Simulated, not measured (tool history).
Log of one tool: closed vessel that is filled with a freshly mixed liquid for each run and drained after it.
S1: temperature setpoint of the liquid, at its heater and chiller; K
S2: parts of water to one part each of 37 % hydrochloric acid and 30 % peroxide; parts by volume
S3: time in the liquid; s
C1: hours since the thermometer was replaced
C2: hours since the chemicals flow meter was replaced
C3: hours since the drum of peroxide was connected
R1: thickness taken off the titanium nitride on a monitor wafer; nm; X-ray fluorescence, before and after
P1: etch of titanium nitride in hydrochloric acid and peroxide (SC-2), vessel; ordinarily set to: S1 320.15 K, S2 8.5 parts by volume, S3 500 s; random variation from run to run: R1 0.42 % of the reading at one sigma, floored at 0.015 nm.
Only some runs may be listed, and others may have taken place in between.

| run | hour | S1 | S2 | S3 | C1 | C2 | C3 | R1 |
|---|---|---|---|---|---|---|---|---|
| 1 | 7 | 320.15 | 8.5 | 500 | 531.8 | 304.4 | 280.9 | 19.204 |
| 2 | 15.2 | 320.15 | 4 | 500 | 540 | 312.6 | 289.1 | 33.459 |
| 3 | 23.8 | 320.15 | 8.5 | 955 | 548.6 | 321.2 | 297.7 | 36.855 |
| 4 | 30.6 | 328.15 | 8.5 | 500 | 555.4 | 328 | 304.5 | 32.412 |
| 5 | 35.9 | 308.15 | 8.5 | 500 | 560.7 | 333.3 | 309.8 | 8.2191 |
| 6 | 42.4 | 320.15 | 13 | 790 | 567.2 | 339.8 | 316.3 | 21.075 |
| 7 | 47.6 | 320.15 | 8.5 | 500 | 572.4 | 345 | 321.5 | 19.071 |
| 8 | 57.4 | 320.15 | 8.5 | 110 | 582.2 | 354.8 | 331.3 | 4.2243 |
| 9 | 65.7 | 320.15 | 8.5 | 500 | 590.5 | 363.1 | 339.6 | 19.153 |
|  | 70.6 | new drum of peroxide connected |
| 10 | 71.3 | 320.15 | 8.5 | 500 | 596.1 | 368.7 | 0.8 | 19.222 |
| 11 | 79.9 | 320.15 | 15 | 500 | 604.7 | 377.3 | 9.4 | 11.865 |
| 12 | 88 | 320.15 | 8.5 | 500 | 612.8 | 385.4 | 17.5 | 19.235 |
| 13 | 95.4 | 320.15 | 8.5 | 500 | 620.2 | 392.8 | 24.9 | 19.01 |
| 14 | 100.1 | 320.15 | 8.5 | 500 | 624.9 | 397.5 | 29.6 | 19.64 |
| 15 | 107.2 | 320.15 | 8.5 | 500 | 632 | 404.6 | 36.7 | 20.158 |
| 16 | 116 | 320.15 | 8.5 | 500 | 640.8 | 413.4 | 45.5 | 20.402 |
| 17 | 122.2 | 320.15 | 8.5 | 500 | 647 | 419.6 | 51.7 | 20.599 |
| 18 | 132 | 320.15 | 8.5 | 500 | 656.8 | 429.4 | 61.5 | 20.546 |
| 19 | 139.8 | 320.15 | 8.5 | 500 | 664.6 | 437.2 | 69.3 | 20.675 |

Compared with where it was, what P1 gives has crept away. Each cause listed below fits the log as well as the rest, at the size given for it:
A: chemicals flow above the setpoint (%) = 9.85
B: liquid hotter than its thermometer reads (K) = 1.12
At approximately hour 95.4, the process output began to creep.
Excluded causes, each with its reason:
peroxide weaker than its label (%): 8 at the very most, moving R1 by -7.3 %, which is either too weak or the wrong sign

Each of the check runs listed below is run on 3 wafers and reports their average, with the results left as question marks. Pick the one under which the possible causes would lead to clearly different results.
| check 1 | 147.6 | 308.15 | 14 | 500 |  |  |  | ? |
| check 2 | 147.6 | 310.15 | 8.5 | 905 |  |  |  | ? |
| check 3 | 147.6 | 308.15 | 4 | 500 |  |  |  | ? |
| check 4 | 147.6 | 313.15 | 14.5 | 500 |  |  |  | ? |

Expected result of each check under each candidate cause:
| check | result | if A | if B |
|---|---|---|---|
| check 1 | R1 | 5.8446 | 5.8454 |
| check 2 | R1 | 18.531 | 18.632 |
| check 3 | R1 | 15.277 | 15.588 |
| check 4 | R1 | 8.1328 | 8.1098 |
Per-check spread between the two closest causes, in the result where they differ most: check 1 0.01 %; check 2 0.54 %; check 3 2.01 %; check 4 0.28 %
Check 3 tells the causes apart: in the others they would give nearly the same result.

Check 3 was carried out, with these results: R1 15.278 nm. Which of the listed causes is responsible?

The cause is A: chemicals flow above the setpoint (%).

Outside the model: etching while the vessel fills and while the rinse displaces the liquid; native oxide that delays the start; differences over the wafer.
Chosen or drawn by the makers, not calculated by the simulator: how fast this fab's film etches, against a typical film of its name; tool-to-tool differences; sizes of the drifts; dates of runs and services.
